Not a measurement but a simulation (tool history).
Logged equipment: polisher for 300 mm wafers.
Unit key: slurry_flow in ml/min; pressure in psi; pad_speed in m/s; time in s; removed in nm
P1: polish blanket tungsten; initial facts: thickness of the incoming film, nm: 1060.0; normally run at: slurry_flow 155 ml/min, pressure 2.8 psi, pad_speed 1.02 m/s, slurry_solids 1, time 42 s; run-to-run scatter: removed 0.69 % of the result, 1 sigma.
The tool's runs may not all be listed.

run,hour,slurry_flow,pressure,pad_speed,slurry_solids,time,wafers polished on this pad,hours since the slurry nozzle was cleaned,hours since the head pressure was calibrated,hours since the slurry blender was calibrated,hours since the slurry got fresh peroxide,removed
1,8.4,155,2.8,1.02,1,42,488,502.6,330.7,30.4,54.6,160.64
2,13.2,155,2.8,1.02,1,42,543,507.4,335.5,35.2,59.4,161.1
3,17.7,95,2.8,1.02,1.2,42,595,511.9,340,39.7,63.9,152.82
4,22.4,235,2.8,1.02,1,42,649,516.6,344.7,44.4,68.6,170.36
5,28.8,155,2.8,1.02,0.5,42,723,523,351.1,50.8,75,138.23
6,33.5,155,2.8,1.02,1.45,42,777,527.7,355.8,55.5,79.7,174.29
7,42,155,1.9,1.02,1,42,874,536.2,364.3,64,88.2,109.58
8,48.2,95,2.8,1.02,1,42,946,542.4,370.5,70.2,94.4,144.77
# hour 49.1: slurry nozzle cleaned
9,56.5,155,4,1.02,1,42,1041,7.4,378.8,78.5,102.7,231.39
10,65.4,155,2.8,1.02,1,42,1144,16.3,387.7,87.4,111.6,162.46
11,72.3,155,2.8,1.02,1,64,1223,23.2,394.6,94.3,118.5,247.04
12,81.2,155,2.8,1.44,1,42,1325,32.1,403.5,103.2,127.4,229.43
13,86.6,95,2.8,1.36,1,42,1388,37.5,408.9,108.6,132.8,193.83
14,92.1,155,2.8,1.02,1,24,1451,43,414.4,114.1,138.3,92.438
15,99.6,155,2.8,1.02,1,42,1537,50.5,421.9,121.6,145.8,160.91
16,104.3,155,2.8,0.68,1,42,1591,55.2,426.6,126.3,150.5,107.53
17,108.5,155,2.8,1.02,1,42,1639,59.4,430.8,130.5,154.7,161.7
18,115,155,2.8,1.02,1,42,1714,65.9,437.3,137,161.2,160.64
19,120,155,2.8,1.02,1,42,1772,70.9,442.3,142,166.2,160.12
20,127,155,2.8,1.02,1,42,1852,77.9,449.3,149,173.2,156.16
21,135.9,155,2.8,1.02,1,42,1955,86.8,458.2,157.9,182.1,151.88

Predict the results of run 22:
22,141.1,155,2.8,1.02,1,42,2014,92,463.4,163.1,187.3,?

removed: 150.96 nm
